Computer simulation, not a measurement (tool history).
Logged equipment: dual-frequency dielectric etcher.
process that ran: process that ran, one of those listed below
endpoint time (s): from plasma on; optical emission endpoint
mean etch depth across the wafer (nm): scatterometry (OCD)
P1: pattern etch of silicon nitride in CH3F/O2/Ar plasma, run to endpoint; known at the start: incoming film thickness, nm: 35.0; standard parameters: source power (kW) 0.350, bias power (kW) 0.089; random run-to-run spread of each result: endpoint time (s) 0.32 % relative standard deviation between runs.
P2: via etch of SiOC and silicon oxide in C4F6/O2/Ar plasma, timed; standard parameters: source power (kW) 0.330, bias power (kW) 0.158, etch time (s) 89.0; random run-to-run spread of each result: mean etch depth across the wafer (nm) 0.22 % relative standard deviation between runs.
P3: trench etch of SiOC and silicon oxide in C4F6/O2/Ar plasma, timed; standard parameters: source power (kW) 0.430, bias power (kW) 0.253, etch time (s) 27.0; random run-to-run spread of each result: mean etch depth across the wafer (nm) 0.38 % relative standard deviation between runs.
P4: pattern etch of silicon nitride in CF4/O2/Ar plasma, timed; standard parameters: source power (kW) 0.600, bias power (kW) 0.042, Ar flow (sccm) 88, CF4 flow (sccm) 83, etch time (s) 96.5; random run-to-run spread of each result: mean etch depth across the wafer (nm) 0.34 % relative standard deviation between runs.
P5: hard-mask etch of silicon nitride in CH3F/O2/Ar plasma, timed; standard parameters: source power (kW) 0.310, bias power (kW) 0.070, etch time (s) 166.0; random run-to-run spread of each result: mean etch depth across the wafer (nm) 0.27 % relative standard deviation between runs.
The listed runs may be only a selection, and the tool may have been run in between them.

| run | hour | process that ran | source power (kW) | bias power (kW) | etch time (s) | Ar flow (sccm) | CF4 flow (sccm) | hours since the last wet clean | hours since the last source power generator calibration | hours since the last bias power generator calibration | endpoint time (s) | mean etch depth across the wafer (nm) |
|---|---|---|---|---|---|---|---|---|---|---|---|---|
| 1 | 3.2 | P1 | 0.350 | 0.089 |  |  |  | 211.6 | 510.0 | 1324.8 | 49.583 |  |
| 2 | 5.6 | P1 | 0.350 | 0.089 |  |  |  | 214.0 | 512.4 | 1327.2 | 49.368 |  |
| 3 | 8.1 | P3 | 0.430 | 0.253 | 27.0 |  |  | 216.5 | 514.9 | 1329.7 |  | 62.145 |
| 4 | 12.3 | P3 | 0.430 | 0.347 | 27.0 |  |  | 220.7 | 519.1 | 1333.9 |  | 69.800 |
| 5 | 15.2 | P1 | 0.350 | 0.089 |  |  |  | 223.6 | 522.0 | 1336.8 | 49.660 |  |
| 6 | 18.7 | P1 | 0.350 | 0.089 |  |  |  | 227.1 | 525.5 | 1340.3 | 49.621 |  |
| 7 | 21.9 | P1 | 0.280 | 0.070 |  |  |  | 230.3 | 528.7 | 1343.5 | 58.360 |  |
| 8 | 24.3 | P1 | 0.460 | 0.059 |  |  |  | 232.7 | 531.1 | 1345.9 | 51.495 |  |
| 9 | 27.4 | P1 | 0.350 | 0.060 |  |  |  | 235.8 | 534.2 | 1349.0 | 56.704 |  |
| 10 | 29.6 | P4 | 0.600 | 0.050 | 96.5 | 88 | 83 | 238.0 | 536.4 | 1351.2 |  | 213.020 |
| 11 | 32.8 | P4 | 0.600 | 0.042 | 96.5 | 123 | 83 | 241.2 | 539.6 | 1354.4 |  | 191.220 |
| 12 | 36.3 | P1 | 0.470 | 0.089 |  |  |  | 244.7 | 543.1 | 1357.9 | 44.594 |  |
| 13 | 40.5 | P5 | 0.190 | 0.070 | 166.0 |  |  | 248.9 | 547.3 | 1362.1 |  | 87.263 |
| 14 | 44.1 | P1 | 0.240 | 0.089 |  |  |  | 252.5 | 550.9 | 1365.7 | 57.184 |  |
| 15 | 48.4 | P4 | 0.600 | 0.042 | 96.5 | 88 | 83 | 256.8 | 555.2 | 1370.0 |  | 200.090 |
| 16 | 50.3 | P4 | 0.840 | 0.042 | 96.5 | 88 | 83 | 258.7 | 557.1 | 1371.9 |  | 267.760 |
|  | 50.8 | wet clean of the chamber |
| 17 | 53.4 | P4 | 0.600 | 0.042 | 96.5 | 88 | 83 | 2.7 | 560.2 | 1375.0 |  | 199.010 |
| 18 | 57.7 | P4 | 0.600 | 0.042 | 96.5 | 88 | 105 | 7.0 | 564.5 | 1379.3 |  | 206.340 |
| 19 | 60.4 | P2 | 0.330 | 0.158 | 89.0 |  |  | 9.7 | 567.2 | 1382.0 |  | 88.180 |
| 20 | 62.6 | P5 | 0.310 | 0.070 | 166.0 |  |  | 11.9 | 569.4 | 1384.2 |  | 105.680 |
| 21 | 65.7 | P1 | 0.490 | 0.061 |  |  |  | 15.0 | 572.5 | 1387.3 | 49.745 |  |
| 22 | 68.5 | P2 | 0.330 | 0.158 | 89.0 |  |  | 17.8 | 575.3 | 1390.1 |  | 88.350 |
| 23 | 70.5 | P5 | 0.310 | 0.070 | 109.5 |  |  | 19.8 | 577.3 | 1392.1 |  | 69.182 |
| 24 | 74.2 | P5 | 0.310 | 0.094 | 166.0 |  |  | 23.5 | 581.0 | 1395.8 |  | 117.090 |
| 25 | 78.6 | P4 | 0.600 | 0.042 | 128.5 | 88 | 83 | 27.9 | 585.4 | 1400.2 |  | 265.940 |
| 26 | 82.4 | P5 | 0.310 | 0.070 | 166.0 |  |  | 31.7 | 589.2 | 1404.0 |  | 105.200 |
| 27 | 84.5 | P2 | 0.330 | 0.218 | 89.0 |  |  | 33.8 | 591.3 | 1406.1 |  | 97.888 |
| 28 | 88.2 | P1 | 0.350 | 0.115 |  |  |  | 37.5 | 595.0 | 1409.8 | 45.116 |  |
| 29 | 90.8 | P3 | 0.430 | 0.253 | 18.5 |  |  | 40.1 | 597.6 | 1412.4 |  | 42.830 |
| 30 | 93.4 | P3 | 0.570 | 0.253 | 27.0 |  |  | 42.7 | 600.2 | 1415.0 |  | 69.156 |
| 31 | 95.7 | P1 | 0.350 | 0.089 |  |  |  | 45.0 | 602.5 | 1417.3 | 49.477 |  |
| 32 | 100.2 | P3 | 0.430 | 0.253 | 27.0 |  |  | 49.5 | 607.0 | 1421.8 |  | 62.202 |
| 33 | 103.1 | P1 | 0.350 | 0.089 |  |  |  | 52.4 | 609.9 | 1424.7 | 49.817 |  |
| 34 | 106.1 | P1 | 0.350 | 0.089 |  |  |  | 55.4 | 612.9 | 1427.7 | 49.391 |  |
| 35 | 110.4 | P2 | 0.330 | 0.158 | 130.0 |  |  | 59.7 | 617.2 | 1432.0 |  | 128.780 |
| 36 | 112.6 | P2 | 0.200 | 0.158 | 89.0 |  |  | 61.9 | 619.4 | 1434.2 |  | 72.578 |
| 37 | 115.7 | P1 | 0.350 | 0.089 |  |  |  | 65.0 | 622.5 | 1437.3 | 49.667 |  |
| 38 | 119.8 | P1 | 0.350 | 0.089 |  |  |  | 69.1 | 626.6 | 1441.4 | 49.204 |  |
| 39 | 124.2 | P1 | 0.350 | 0.089 |  |  |  | 73.5 | 631.0 | 1445.8 | 49.186 |  |
| 40 | 128.7 | P1 | 0.350 | 0.089 |  |  |  | 78.0 | 635.5 | 1450.3 | 48.808 |  |
| 41 | 132.3 | P1 | 0.350 | 0.089 |  |  |  | 81.6 | 639.1 | 1453.9 | 48.917 |  |
| 42 | 134.9 | P1 | 0.350 | 0.089 |  |  |  | 84.2 | 641.7 | 1456.5 | 49.154 |  |
|  | 135.2 | wet clean of the chamber |
| 43 | 137.3 | P1 | 0.350 | 0.089 |  |  |  | 2.1 | 644.1 | 1458.9 | 48.758 |  |
| 44 | 140.7 | P1 | 0.350 | 0.089 |  |  |  | 5.5 | 647.5 | 1462.3 | 49.005 |  |
| 45 | 145.1 | P1 | 0.350 | 0.089 |  |  |  | 9.9 | 651.9 | 1466.7 | 48.759 |  |
| 46 | 147.8 | P1 | 0.350 | 0.089 |  |  |  | 12.6 | 654.6 | 1469.4 | 48.595 |  |
| 47 | 151.9 | P1 | 0.350 | 0.089 |  |  |  | 16.7 | 658.7 | 1473.5 | 49.096 |  |
| 48 | 154.8 | P1 | 0.350 | 0.089 |  |  |  | 19.6 | 661.6 | 1476.4 | 48.768 |  |

What P1 gives has crept off from where it sat before. The 2 causes that follow fit the log equally well, each at the size noted:
A: bias power that arrives over what is set, % = 4.54
B: source power that arrives over what is set, % = 4.41
Onset of the creep was near hour 115.7.
Ruled out, with reasons:
chamber walls in a state that raises the etch rate, %: maintenance at hour 135.2, after the shift began, did not return the process to its former output

The 4 check runs listed below each average the results of 2 wafers, and their outcomes are marked with question marks. Under which run would the listed causes produce clearly different results?
| check 1 | 157.7 | P3 | 0.430 | 0.253 | 27.0 |  |  |  |  |  |  | ? |
| check 2 | 157.7 | P5 | 0.310 | 0.070 | 166.0 |  |  |  |  |  |  | ? |
| check 3 | 157.7 | P4 | 0.600 | 0.042 | 96.5 | 88 | 83 |  |  |  |  | ? |
| check 4 | 157.7 | P2 | 0.330 | 0.158 | 89.0 |  |  |  |  |  |  | ? |

What each check would give under each cause:
| check | result | if A | if B |
|---|---|---|---|
| check 1 | mean etch depth across the wafer (nm) | 63.310 | 63.403 |
| check 2 | mean etch depth across the wafer (nm) | 107.130 | 107.220 |
| check 3 | mean etch depth across the wafer (nm) | 203.160 | 207.660 |
| check 4 | mean etch depth across the wafer (nm) | 89.584 | 89.819 |
Separation of the two closest causes in each check, using whichever result separates them best: check 1 0.15 %; check 2 0.08 %; check 3 2.19 %; check 4 0.26 %
Check 3 tells the causes apart: in the others they would give nearly the same result.

Check 3 was then run and gave: mean etch depth across the wafer (nm) 203.820. Which cause is it?

Of the candidate causes, it is A: bias power that arrives over what is set, %.
